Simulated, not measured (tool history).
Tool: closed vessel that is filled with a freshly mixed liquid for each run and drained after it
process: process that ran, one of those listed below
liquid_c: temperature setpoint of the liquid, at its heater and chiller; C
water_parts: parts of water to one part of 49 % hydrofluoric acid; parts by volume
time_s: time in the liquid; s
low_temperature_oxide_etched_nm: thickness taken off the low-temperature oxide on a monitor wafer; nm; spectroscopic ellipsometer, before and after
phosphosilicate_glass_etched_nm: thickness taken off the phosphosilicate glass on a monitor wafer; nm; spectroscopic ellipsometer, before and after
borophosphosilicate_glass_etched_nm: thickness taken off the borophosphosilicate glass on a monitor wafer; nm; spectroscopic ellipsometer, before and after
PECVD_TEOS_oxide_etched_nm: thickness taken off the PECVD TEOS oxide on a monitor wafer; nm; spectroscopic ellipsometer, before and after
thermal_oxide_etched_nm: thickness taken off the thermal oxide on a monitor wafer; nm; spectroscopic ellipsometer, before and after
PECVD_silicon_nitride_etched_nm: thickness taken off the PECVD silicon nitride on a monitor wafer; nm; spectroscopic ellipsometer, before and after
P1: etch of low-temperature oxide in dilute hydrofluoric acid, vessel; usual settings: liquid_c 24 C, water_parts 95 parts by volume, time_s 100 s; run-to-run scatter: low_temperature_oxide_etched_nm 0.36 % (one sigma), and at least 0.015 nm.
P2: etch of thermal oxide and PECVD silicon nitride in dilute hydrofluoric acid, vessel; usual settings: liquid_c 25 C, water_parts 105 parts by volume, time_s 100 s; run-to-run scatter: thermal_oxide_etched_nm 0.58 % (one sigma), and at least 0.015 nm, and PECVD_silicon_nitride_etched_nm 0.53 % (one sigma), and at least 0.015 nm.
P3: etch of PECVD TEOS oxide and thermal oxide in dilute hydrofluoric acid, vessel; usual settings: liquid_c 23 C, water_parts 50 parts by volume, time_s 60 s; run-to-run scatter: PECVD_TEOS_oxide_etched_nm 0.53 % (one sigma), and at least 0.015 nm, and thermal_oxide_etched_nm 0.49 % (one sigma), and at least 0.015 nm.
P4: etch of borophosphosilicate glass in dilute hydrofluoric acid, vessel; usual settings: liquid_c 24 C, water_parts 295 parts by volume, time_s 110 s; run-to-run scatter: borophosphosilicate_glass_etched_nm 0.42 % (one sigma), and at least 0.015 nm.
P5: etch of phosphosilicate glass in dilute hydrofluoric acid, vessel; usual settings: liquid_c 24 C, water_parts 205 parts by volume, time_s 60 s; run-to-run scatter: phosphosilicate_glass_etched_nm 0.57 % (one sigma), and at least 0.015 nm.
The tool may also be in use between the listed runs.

| run | hour | process | liquid_c | water_parts | time_s | hours since the thermometer was replaced | hours since the hydrofluoric acid flow meter was replaced | low_temperature_oxide_etched_nm | phosphosilicate_glass_etched_nm | borophosphosilicate_glass_etched_nm | PECVD_TEOS_oxide_etched_nm | thermal_oxide_etched_nm | PECVD_silicon_nitride_etched_nm |
|---|---|---|---|---|---|---|---|---|---|---|---|---|---|
| 1 | 5.8 | P1 | 24 | 95 | 100 | 80.1 | 209.5 | 33.925 |  |  |  |  |  |
| 2 | 16.9 | P1 | 24 | 95 | 30 | 91.2 | 220.6 | 10.07 |  |  |  |  |  |
| 3 | 25.6 | P1 | 31.5 | 45 | 100 | 99.9 | 229.3 | 102.8 |  |  |  |  |  |
| 4 | 36.6 | P1 | 24 | 140 | 100 | 110.9 | 240.3 | 21.822 |  |  |  |  |  |
| 5 | 47.4 | P5 | 24 | 205 | 35 | 121.7 | 251.1 |  | 16.794 |  |  |  |  |
| 6 | 54.7 | P4 | 24 | 295 | 110 | 129 | 258.4 |  |  | 18.537 |  |  |  |
| 7 | 63.2 | P1 | 17 | 95 | 100 | 137.5 | 266.9 | 25.311 |  |  |  |  |  |
| 8 | 70.6 | P1 | 24 | 95 | 100 | 144.9 | 274.3 | 33.968 |  |  |  |  |  |
| 9 | 76.4 | P3 | 23 | 50 | 30 | 150.7 | 280.1 |  |  |  | 8.1162 | 2.9659 |  |
| 10 | 83.8 | P1 | 24 | 95 | 100 | 158.1 | 287.5 | 33.779 |  |  |  |  |  |
| 11 | 90 | P2 | 25 | 105 | 100 | 164.3 | 293.7 |  |  |  |  | 4.2667 | 3.9501 |
| 12 | 100.8 | P2 | 25 | 165 | 100 | 175.1 | 304.5 |  |  |  |  | 2.5443 | 2.4839 |
| 13 | 106.8 | P1 | 24 | 95 | 100 | 181.1 | 310.5 | 33.799 |  |  |  |  |  |
| 14 | 114.7 | P4 | 24 | 295 | 110 | 189 | 318.4 |  |  | 18.66 |  |  |  |
| 15 | 124.2 | P1 | 24 | 30 | 100 | 198.5 | 327.9 | 117.15 |  |  |  |  |  |
| 16 | 135.3 | P4 | 17 | 295 | 110 | 209.6 | 339 |  |  | 14.536 |  |  |  |
| 17 | 145.2 | P3 | 23 | 20 | 60 | 219.5 | 348.9 |  |  |  | 42.836 | 15.382 |  |
| 18 | 153.9 | P2 | 25 | 105 | 100 | 228.2 | 357.6 |  |  |  |  | 4.2366 | 3.8976 |
|  | 162 | hydrofluoric acid flow meter replaced |
| 19 | 164.7 | P3 | 28.5 | 50 | 60 | 239 | 2.7 |  |  |  | 20.458 | 7.3582 |  |
| 20 | 169.7 | P1 | 28 | 95 | 100 | 244 | 7.7 | 39.61 |  |  |  |  |  |
| 21 | 179.5 | P5 | 29 | 205 | 60 | 253.8 | 17.5 |  | 34.186 |  |  |  |  |
| 22 | 189.6 | P1 | 24 | 95 | 100 | 263.9 | 27.6 | 33.736 |  |  |  |  |  |
| 23 | 197.3 | P4 | 24 | 75 | 110 | 271.6 | 35.3 |  |  | 93.419 |  |  |  |
| 24 | 206.3 | P2 | 19.5 | 105 | 100 | 280.6 | 44.3 |  |  |  |  | 3.4441 | 2.6944 |
| 25 | 216.6 | P1 | 24 | 135 | 40 | 290.9 | 54.6 | 9.0948 |  |  |  |  |  |
| 26 | 222.5 | P5 | 24 | 55 | 60 | 296.8 | 60.5 |  | 127.88 |  |  |  |  |
| 27 | 227.5 | P5 | 24 | 205 | 60 | 301.8 | 65.5 |  | 28.551 |  |  |  |  |
| 28 | 236.1 | P2 | 25 | 105 | 195 | 310.4 | 74.1 |  |  |  |  | 8.3298 | 7.6185 |
| 29 | 244.4 | P1 | 24 | 95 | 190 | 318.7 | 82.4 | 63.698 |  |  |  |  |  |
| 30 | 250.3 | P3 | 23 | 50 | 60 | 324.6 | 88.3 |  |  |  | 16.585 | 5.8526 |  |
| 31 | 255.6 | P4 | 24 | 295 | 205 | 329.9 | 93.6 |  |  | 34.791 |  |  |  |
| 32 | 262.5 | P5 | 24 | 205 | 60 | 336.8 | 100.5 |  | 28.809 |  |  |  |  |
| 33 | 272.3 | P1 | 24 | 20 | 45 | 346.6 | 110.3 | 79.842 |  |  |  |  |  |
| 34 | 280 | P1 | 24 | 95 | 100 | 354.3 | 118 | 33.663 |  |  |  |  |  |
| 35 | 288 | P1 | 24 | 95 | 100 | 362.3 | 126 | 34.804 |  |  |  |  |  |
| 36 | 293.2 | P1 | 24 | 95 | 100 | 367.5 | 131.2 | 35.64 |  |  |  |  |  |
| 37 | 301.6 | P1 | 24 | 95 | 100 | 375.9 | 139.6 | 35.721 |  |  |  |  |  |
| 38 | 307 | P1 | 24 | 95 | 100 | 381.3 | 145 | 36.288 |  |  |  |  |  |
| 39 | 317.6 | P1 | 24 | 95 | 100 | 391.9 | 155.6 | 36.793 |  |  |  |  |  |
| 40 | 327 | P1 | 24 | 95 | 100 | 401.3 | 165 | 36.742 |  |  |  |  |  |
| 41 | 335.3 | P1 | 24 | 95 | 100 | 409.6 | 173.3 | 37.159 |  |  |  |  |  |
| 42 | 342.4 | P1 | 24 | 95 | 100 | 416.7 | 180.4 | 37.036 |  |  |  |  |  |
| 43 | 348.6 | P1 | 24 | 95 | 100 | 422.9 | 186.6 | 36.979 |  |  |  |  |  |
| 44 | 355.1 | P1 | 24 | 95 | 100 | 429.4 | 193.1 | 36.83 |  |  |  |  |  |
| 45 | 364.4 | P1 | 24 | 95 | 100 | 438.7 | 202.4 | 37.095 |  |  |  |  |  |

What P1 gives has crept away from where it was. These 2 causes fit the log equally well, each at the size given:
A: liquid hotter than its thermometer reads (K) = 2.4
B: hydrofluoric acid flow above the setpoint (%) = 8.84
The creep began at about hour 280.

4 check runs are offered, one wafer each, their results left as question marks. Which one tells the causes apart?
| check 1 | 373.7 | P2 | 25 | 160 | 195 |  |  |  |  |  |  | ? | ? |
| check 2 | 373.7 | P5 | 28.5 | 110 | 60 |  |  |  | ? |  |  |  |  |
| check 3 | 373.7 | P3 | 23 | 35 | 60 |  |  |  |  |  | ? | ? |  |
| check 4 | 373.7 | P4 | 24 | 135 | 150 |  |  |  |  | ? |  |  |  |

What each check would give under each cause:
| check | result | if A | if B |
|---|---|---|---|
| check 1 | thermal_oxide_etched_nm | 5.6153 | 5.6764 |
| check 1 | PECVD_silicon_nitride_etched_nm | 5.84 | 5.4614 |
| check 2 | phosphosilicate_glass_etched_nm | 77.22 | 77.785 |
| check 3 | PECVD_TEOS_oxide_etched_nm | 26.419 | 26.117 |
| check 3 | thermal_oxide_etched_nm | 9.4543 | 9.3463 |
| check 4 | borophosphosilicate_glass_etched_nm | 72.325 | 72.755 |
How far apart the two closest causes lie, in the result that separates them most: check 1 6.7 %; check 2 0.73 %; check 3 1.15 %; check 4 0.59 %
Check 1 tells the causes apart: in the others they would give nearly the same result.

Then check 1 was run and gave: thermal_oxide_etched_nm 5.7643 nm; PECVD_silicon_nitride_etched_nm 5.4302 nm. Which cause is it?

It is B: hydrofluoric acid flow above the setpoint (%).

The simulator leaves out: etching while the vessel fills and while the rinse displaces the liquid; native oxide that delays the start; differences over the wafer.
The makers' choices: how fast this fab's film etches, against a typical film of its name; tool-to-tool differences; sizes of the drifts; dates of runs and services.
